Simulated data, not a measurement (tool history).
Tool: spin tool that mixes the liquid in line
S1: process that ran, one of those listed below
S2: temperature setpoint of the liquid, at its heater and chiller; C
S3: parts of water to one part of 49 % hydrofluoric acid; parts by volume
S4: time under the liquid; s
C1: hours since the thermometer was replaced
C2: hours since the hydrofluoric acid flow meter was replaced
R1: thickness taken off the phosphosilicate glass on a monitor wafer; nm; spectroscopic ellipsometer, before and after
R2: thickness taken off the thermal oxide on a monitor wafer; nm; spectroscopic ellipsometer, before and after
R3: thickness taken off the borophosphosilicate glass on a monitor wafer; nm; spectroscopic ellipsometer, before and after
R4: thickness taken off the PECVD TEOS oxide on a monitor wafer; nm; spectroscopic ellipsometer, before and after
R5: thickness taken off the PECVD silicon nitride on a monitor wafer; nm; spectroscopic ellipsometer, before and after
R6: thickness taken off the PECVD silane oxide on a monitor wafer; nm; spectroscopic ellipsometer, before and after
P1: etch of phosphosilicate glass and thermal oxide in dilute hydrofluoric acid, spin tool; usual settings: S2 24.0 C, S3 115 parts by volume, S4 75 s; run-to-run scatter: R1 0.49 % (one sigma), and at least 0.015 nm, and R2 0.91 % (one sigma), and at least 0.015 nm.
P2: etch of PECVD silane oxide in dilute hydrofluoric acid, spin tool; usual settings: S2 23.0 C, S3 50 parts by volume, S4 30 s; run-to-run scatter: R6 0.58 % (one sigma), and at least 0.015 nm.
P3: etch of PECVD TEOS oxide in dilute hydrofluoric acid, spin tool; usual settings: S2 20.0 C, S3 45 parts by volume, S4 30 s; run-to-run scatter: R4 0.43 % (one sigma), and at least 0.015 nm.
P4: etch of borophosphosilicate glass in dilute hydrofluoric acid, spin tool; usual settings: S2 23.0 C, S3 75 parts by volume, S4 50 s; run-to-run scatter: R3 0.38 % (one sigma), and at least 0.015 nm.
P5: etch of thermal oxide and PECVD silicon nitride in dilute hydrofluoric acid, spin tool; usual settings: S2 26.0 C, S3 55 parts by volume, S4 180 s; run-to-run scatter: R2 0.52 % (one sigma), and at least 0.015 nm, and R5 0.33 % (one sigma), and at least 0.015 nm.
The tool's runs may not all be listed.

run,hour,S1,S2,S3,S4,C1,C2,R1,R2,R3,R4,R5,R6
1,12.1,P1,24.0,115,75,461.1,245.2,46.1380,2.82460,,,,
2,21.2,P4,23.0,20,50,470.2,254.3,,,128.840,,,
3,27.5,P1,32.0,115,75,476.5,260.6,62.0430,3.85820,,,,
4,33.5,P3,20.0,20,30,482.5,266.6,,,,38.728,,
5,45.3,P1,24.0,200,25,494.3,278.4,8.0029,0.52964,,,,
6,55.8,P1,24.0,115,75,504.8,288.9,45.8960,2.85360,,,,
7,66.6,P5,19.5,55,180,515.6,299.7,,13.61500,,,5.0269,
8,73.1,P1,24.0,175,45,522.1,306.2,16.7300,1.04910,,,,
9,79.9,P1,24.0,115,75,528.9,313.0,46.2180,2.90200,,,,
10,90.4,P1,24.0,175,75,539.4,323.5,27.9740,1.70830,,,,
11,100.3,P2,23.0,50,60,549.3,333.4,,,,,,50.825
12,107.3,P4,27.5,75,50,556.3,340.4,,,38.445,,,
13,119.1,P3,20.0,45,30,568.1,352.2,,,,16.694,,
14,124.7,P2,23.0,50,30,573.7,357.8,,,,,,25.602
15,132.4,P2,30.5,50,30,581.4,365.5,,,,,,34.781
16,141.7,P4,23.0,75,50,590.7,374.8,,,31.820,,,
17,148.0,P1,24.0,115,20,597.0,381.1,12.3170,0.76749,,,,
18,159.5,P3,20.0,45,50,608.5,392.6,,,,27.805,,
19,171.3,P1,18.0,115,75,620.3,404.4,36.2100,2.25820,,,,
20,176.5,P1,24.0,190,15,625.5,409.6,5.1133,0.30574,,,,
21,183.8,P3,20.0,45,30,632.8,416.9,,,,16.789,,
# hour 191.4: hydrofluoric acid flow meter replaced
22,191.5,P1,24.0,60,75,640.5,0.2,94.6010,5.90490,,,,
23,199.3,P1,24.0,115,75,648.3,8.0,45.5060,2.87530,,,,
24,209.4,P1,24.0,115,130,658.4,18.1,78.8990,5.03190,,,,
25,214.9,P4,23.0,75,100,663.9,23.6,,,63.680,,,
26,224.0,P5,26.0,105,180,673.0,32.7,,8.72160,,,4.1470,
27,233.4,P2,23.0,30,30,682.4,42.1,,,,,,44.020
28,239.1,P5,26.0,55,335,688.1,47.8,,33.01600,,,14.6650,
29,245.5,P5,26.0,55,180,694.5,54.2,,17.85000,,,7.8168,
30,252.3,P3,17.0,45,30,701.3,61.0,,,,14.774,,
31,258.3,P1,24.0,115,75,707.3,67.0,45.8110,2.87210,,,,
32,269.0,P1,24.0,115,75,718.0,77.7,46.7060,2.87950,,,,
33,281.1,P1,24.0,115,75,730.1,89.8,47.5300,2.97030,,,,
34,291.2,P1,24.0,115,75,740.2,99.9,47.6150,3.00710,,,,
35,302.4,P1,24.0,115,75,751.4,111.1,47.8190,3.04240,,,,
36,312.0,P1,24.0,115,75,761.0,120.7,48.4080,3.07120,,,,
37,322.9,P1,24.0,115,75,771.9,131.6,48.1440,3.03890,,,,
38,329.4,P1,24.0,115,75,778.4,138.1,48.1560,2.96250,,,,
39,339.1,P1,24.0,115,75,788.1,147.8,48.1700,3.04840,,,,
40,350.3,P1,24.0,115,75,799.3,159.0,48.7330,3.07080,,,,
41,357.8,P1,24.0,115,75,806.8,166.5,48.5600,2.96430,,,,
42,364.8,P1,24.0,115,75,813.8,173.5,48.2160,3.01760,,,,

What P1 gives has crept away from where it was. These 2 causes fit the log equally well, each at the size given:
A: hydrofluoric acid flow above the setpoint (%) = 5.08
B: liquid hotter than its thermometer reads (K) = 1.45
The creep began at about hour 258.3.

4 check runs are offered, one wafer each, their results left as question marks. Which one tells the causes apart?
check 1,371.8,P3,20.0,45,30,,,,,,?,,
check 2,371.8,P5,26.0,55,180,,,,?,,,?,
check 3,371.8,P2,23.0,50,30,,,,,,,,?
check 4,371.8,P4,23.0,75,50,,,,,?,,,

What each check would give under each cause:
check,result,if A,if B
check 1,R4,17.600,17.762
check 2,R2,18.75500,18.84700
check 2,R5,8.2387,8.6336
check 3,R6,27.005,27.196
check 4,R3,33.761,33.914
How far apart the two closest causes lie, in the result that separates them most: check 1 0.92 %; check 2 4.68 %; check 3 0.71 %; check 4 0.45 %
Check 2 tells the causes apart: in the others they would give nearly the same result.

Check 2 was then run and gave: R2 19.07800 nm; R5 8.5770 nm. Which cause is it?

It is B: liquid hotter than its thermometer reads (K).
